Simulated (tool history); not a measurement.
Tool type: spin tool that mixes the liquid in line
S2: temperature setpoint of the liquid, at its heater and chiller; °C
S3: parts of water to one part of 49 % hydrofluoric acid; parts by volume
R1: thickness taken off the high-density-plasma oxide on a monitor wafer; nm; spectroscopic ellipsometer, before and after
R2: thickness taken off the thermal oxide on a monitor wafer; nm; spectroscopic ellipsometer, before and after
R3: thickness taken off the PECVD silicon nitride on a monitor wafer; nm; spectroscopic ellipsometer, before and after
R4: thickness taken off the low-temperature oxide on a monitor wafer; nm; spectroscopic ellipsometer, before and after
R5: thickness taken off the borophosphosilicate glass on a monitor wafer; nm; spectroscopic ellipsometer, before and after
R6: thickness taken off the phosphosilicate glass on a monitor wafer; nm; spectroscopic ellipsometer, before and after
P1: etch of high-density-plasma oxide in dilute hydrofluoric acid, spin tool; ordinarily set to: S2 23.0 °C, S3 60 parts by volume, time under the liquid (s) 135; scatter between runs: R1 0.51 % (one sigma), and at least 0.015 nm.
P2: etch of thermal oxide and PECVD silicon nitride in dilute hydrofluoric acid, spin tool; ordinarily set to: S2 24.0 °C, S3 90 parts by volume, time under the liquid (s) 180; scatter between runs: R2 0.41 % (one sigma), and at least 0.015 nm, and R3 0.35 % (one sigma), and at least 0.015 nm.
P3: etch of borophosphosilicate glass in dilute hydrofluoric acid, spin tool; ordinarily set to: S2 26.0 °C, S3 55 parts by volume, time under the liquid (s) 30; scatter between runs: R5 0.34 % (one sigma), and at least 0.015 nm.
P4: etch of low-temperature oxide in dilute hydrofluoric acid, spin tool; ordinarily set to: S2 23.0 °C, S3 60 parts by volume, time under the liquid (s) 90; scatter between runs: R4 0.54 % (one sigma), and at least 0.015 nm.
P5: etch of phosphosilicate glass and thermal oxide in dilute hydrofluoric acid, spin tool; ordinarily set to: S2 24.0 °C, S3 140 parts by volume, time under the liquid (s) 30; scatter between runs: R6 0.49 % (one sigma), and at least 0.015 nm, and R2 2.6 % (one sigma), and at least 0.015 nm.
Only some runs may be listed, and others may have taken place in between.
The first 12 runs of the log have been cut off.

{"run": 13, "hour": 113.2, "process that ran": "P4", "S2": 23.0, "S3": 60, "time under the liquid (s)": 90, "R4": 29.973}
{"run": 14, "hour": 123.0, "process that ran": "P1", "S2": 30.0, "S3": 80, "time under the liquid (s)": 135, "R1": 11.039}
{"run": 15, "hour": 131.3, "process that ran": "P5", "S2": 28.5, "S3": 140, "time under the liquid (s)": 30, "R2": 1.0495, "R6": 21.726}
{"run": 16, "hour": 142.9, "process that ran": "P1", "S2": 23.0, "S3": 60, "time under the liquid (s)": 135, "R1": 11.297}
{"run": 17, "hour": 153.1, "process that ran": "P2", "S2": 24.0, "S3": 90, "time under the liquid (s)": 350, "R2": 19.32, "R3": 13.744}
{"run": 18, "hour": 164.5, "process that ran": "P5", "S2": 24.0, "S3": 215, "time under the liquid (s)": 30, "R2": 0.55925, "R6": 10.904}
{"run": 19, "hour": 174.7, "process that ran": "P1", "S2": 23.0, "S3": 100, "time under the liquid (s)": 135, "R1": 6.5065}
{"run": 20, "hour": 181.1, "process that ran": "P1", "S2": 23.0, "S3": 35, "time under the liquid (s)": 135, "R1": 20.117}
{"run": 21, "hour": 192.9, "process that ran": "P5", "S2": 24.0, "S3": 140, "time under the liquid (s)": 15, "R2": 0.45099, "R6": 9.2325}
{"run": 22, "hour": 205.6, "process that ran": "P1", "S2": 23.0, "S3": 60, "time under the liquid (s)": 135, "R1": 11.492}
{"run": 23, "hour": 215.9, "process that ran": "P1", "S2": 23.0, "S3": 60, "time under the liquid (s)": 135, "R1": 11.431}
{"run": 24, "hour": 226.5, "process that ran": "P1", "S2": 19.5, "S3": 60, "time under the liquid (s)": 55, "R1": 4.0051}
{"run": 25, "hour": 236.1, "process that ran": "P1", "S2": 17.0, "S3": 60, "time under the liquid (s)": 135, "R1": 8.9079}
{"run": 26, "hour": 248.7, "process that ran": "P3", "S2": 26.0, "S3": 55, "time under the liquid (s)": 30, "R5": 30.19}
{"run": 27, "hour": 261.4, "process that ran": "P5", "S2": 24.0, "S3": 140, "time under the liquid (s)": 30, "R2": 0.87908, "R6": 18.143}
{"run": 28, "hour": 269.7, "process that ran": "P2", "S2": 24.0, "S3": 20, "time under the liquid (s)": 180, "R2": 49.128, "R3": 30.32}
{"run": 29, "hour": 282.4, "process that ran": "P1", "S2": 23.0, "S3": 60, "time under the liquid (s)": 135, "R1": 11.388}

Predict the results of run 30:
{"run": 30, "hour": 289.1, "process that ran": "P4", "S2": 23.0, "S3": 60, "time under the liquid (s)": 145, "R4": "?"}

R4: 48.120 nm
